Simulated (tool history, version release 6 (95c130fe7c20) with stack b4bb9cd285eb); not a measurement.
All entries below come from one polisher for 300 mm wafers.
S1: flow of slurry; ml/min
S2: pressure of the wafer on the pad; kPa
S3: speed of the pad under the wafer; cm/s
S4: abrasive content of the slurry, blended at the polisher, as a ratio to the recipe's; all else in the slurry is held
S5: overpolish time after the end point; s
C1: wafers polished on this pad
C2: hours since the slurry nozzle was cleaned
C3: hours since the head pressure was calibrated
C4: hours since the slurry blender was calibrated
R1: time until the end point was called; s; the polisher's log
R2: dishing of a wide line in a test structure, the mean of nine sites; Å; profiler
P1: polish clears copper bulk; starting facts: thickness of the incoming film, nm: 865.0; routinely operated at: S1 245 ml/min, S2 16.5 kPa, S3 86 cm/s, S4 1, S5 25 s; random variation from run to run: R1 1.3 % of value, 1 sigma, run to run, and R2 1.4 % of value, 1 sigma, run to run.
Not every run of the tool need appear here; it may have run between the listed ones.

{"run": 1, "hour": 6.2, "S1": 245, "S2": 16.5, "S3": 86, "S4": 1, "S5": 25, "C1": 450, "C2": 171, "C3": 441.2, "C4": 134.9, "R1": 129.77, "R2": 836.35}
{"run": 2, "hour": 12.5, "S1": 245, "S2": 10.3, "S3": 86, "S4": 1, "S5": 25, "C1": 501, "C2": 177.3, "C3": 447.5, "C4": 141.2, "R1": 204.77, "R2": 576.82}
{"hour": 17.1, "done": "slurry blender recalibrated"}
{"run": 3, "hour": 17.7, "S1": 245, "S2": 16.5, "S3": 86, "S4": 1.3, "S5": 25, "C1": 542, "C2": 182.5, "C3": 452.7, "C4": 0.7, "R1": 119.63, "R2": 865.14}
{"run": 4, "hour": 23.2, "S1": 245, "S2": 16.5, "S3": 86, "S4": 1, "S5": 25, "C1": 586, "C2": 188, "C3": 458.2, "C4": 6.2, "R1": 127.14, "R2": 815.08}
{"hour": 25.0, "done": "head pressure recalibrated"}
{"run": 5, "hour": 29.5, "S1": 340, "S2": 16.5, "S3": 86, "S4": 0.55, "S5": 25, "C1": 637, "C2": 194.3, "C3": 4.6, "C4": 12.5, "R1": 139.6, "R2": 785.98}
{"run": 6, "hour": 34.9, "S1": 245, "S2": 16.5, "S3": 114, "S4": 1, "S5": 35, "C1": 680, "C2": 199.7, "C3": 10, "C4": 17.9, "R1": 96.355, "R2": 1083}
{"run": 7, "hour": 39.0, "S1": 370, "S2": 16.5, "S3": 86, "S4": 1, "S5": 25, "C1": 713, "C2": 203.8, "C3": 14.1, "C4": 22, "R1": 121.81, "R2": 861.29}
{"run": 8, "hour": 42.7, "S1": 145, "S2": 16.5, "S3": 86, "S4": 1, "S5": 25, "C1": 742, "C2": 207.5, "C3": 17.8, "C4": 25.7, "R1": 140.59, "R2": 789.15}
{"run": 9, "hour": 48.5, "S1": 245, "S2": 16.5, "S3": 38, "S4": 1, "S5": 25, "C1": 789, "C2": 213.3, "C3": 23.6, "C4": 31.5, "R1": 284.35, "R2": 468.81}
{"run": 10, "hour": 54.4, "S1": 245, "S2": 24.1, "S3": 86, "S4": 1, "S5": 25, "C1": 836, "C2": 219.2, "C3": 29.5, "C4": 37.4, "R1": 85.567, "R2": 1083.3}
{"run": 11, "hour": 60.3, "S1": 245, "S2": 16.5, "S3": 58, "S4": 0.6, "S5": 25, "C1": 883, "C2": 225.1, "C3": 35.4, "C4": 43.3, "R1": 205.67, "R2": 602.17}
{"run": 12, "hour": 66.6, "S1": 245, "S2": 16.5, "S3": 86, "S4": 1, "S5": 8, "C1": 933, "C2": 231.4, "C3": 41.7, "C4": 49.6, "R1": 125.55, "R2": 365.51}
{"run": 13, "hour": 70.3, "S1": 245, "S2": 16.5, "S3": 86, "S4": 1, "S5": 50, "C1": 963, "C2": 235.1, "C3": 45.4, "C4": 53.3, "R1": 126.59, "R2": 1129.1}
{"run": 14, "hour": 73.7, "S1": 245, "S2": 16.5, "S3": 134, "S4": 1, "S5": 25, "C1": 990, "C2": 238.5, "C3": 48.8, "C4": 56.7, "R1": 80.494, "R2": 1028.6}
{"run": 15, "hour": 79.7, "S1": 245, "S2": 16.5, "S3": 86, "S4": 0.55, "S5": 25, "C1": 1038, "C2": 244.5, "C3": 54.8, "C4": 62.7, "R1": 137.91, "R2": 760.02}
{"run": 16, "hour": 85.9, "S1": 245, "S2": 16.5, "S3": 86, "S4": 1, "S5": 25, "C1": 1087, "C2": 250.7, "C3": 61, "C4": 68.9, "R1": 125.13, "R2": 839.61}
{"run": 17, "hour": 91.5, "S1": 245, "S2": 16.5, "S3": 86, "S4": 1, "S5": 25, "C1": 1132, "C2": 256.3, "C3": 66.6, "C4": 74.5, "R1": 127.72, "R2": 832.86}
{"run": 18, "hour": 94.6, "S1": 245, "S2": 16.5, "S3": 86, "S4": 1, "S5": 25, "C1": 1157, "C2": 259.4, "C3": 69.7, "C4": 77.6, "R1": 128.12, "R2": 824.13}
{"run": 19, "hour": 97.9, "S1": 245, "S2": 16.5, "S3": 86, "S4": 1, "S5": 25, "C1": 1183, "C2": 262.7, "C3": 73, "C4": 80.9, "R1": 130.88, "R2": 823.21}
{"run": 20, "hour": 103.8, "S1": 245, "S2": 16.5, "S3": 86, "S4": 1, "S5": 25, "C1": 1231, "C2": 268.6, "C3": 78.9, "C4": 86.8, "R1": 129.44, "R2": 814.73}
{"run": 21, "hour": 108.4, "S1": 245, "S2": 16.5, "S3": 86, "S4": 1, "S5": 25, "C1": 1267, "C2": 273.2, "C3": 83.5, "C4": 91.4, "R1": 129.94, "R2": 807.13}
{"run": 22, "hour": 113.6, "S1": 245, "S2": 16.5, "S3": 86, "S4": 1, "S5": 25, "C1": 1309, "C2": 278.4, "C3": 88.7, "C4": 96.6, "R1": 133.66, "R2": 804.5}
{"run": 23, "hour": 117.7, "S1": 245, "S2": 16.5, "S3": 86, "S4": 1, "S5": 25, "C1": 1342, "C2": 282.5, "C3": 92.8, "C4": 100.7, "R1": 134.34, "R2": 775.34}
{"hour": 118.5, "done": "head pressure recalibrated"}
{"run": 24, "hour": 122.9, "S1": 245, "S2": 16.5, "S3": 86, "S4": 1, "S5": 25, "C1": 1383, "C2": 287.7, "C3": 4.4, "C4": 105.9, "R1": 133.26, "R2": 787.69}
{"run": 25, "hour": 127.2, "S1": 245, "S2": 16.5, "S3": 86, "S4": 1, "S5": 25, "C1": 1418, "C2": 292, "C3": 8.7, "C4": 110.2, "R1": 134.5, "R2": 806.45}

Forecast run 26:
{"hour": 129.2, "done": "worn pad replaced by a new one"}
{"run": 26, "hour": 132.5, "S1": 245, "S2": 16.5, "S3": 86, "S4": 1, "S5": 25, "C1": 27, "C2": 297.3, "C3": 14, "C4": 115.5, "R1": "?", "R2": "?"}

For run 26 the tool returned R1 133.07 s, R2 802.43 Å.
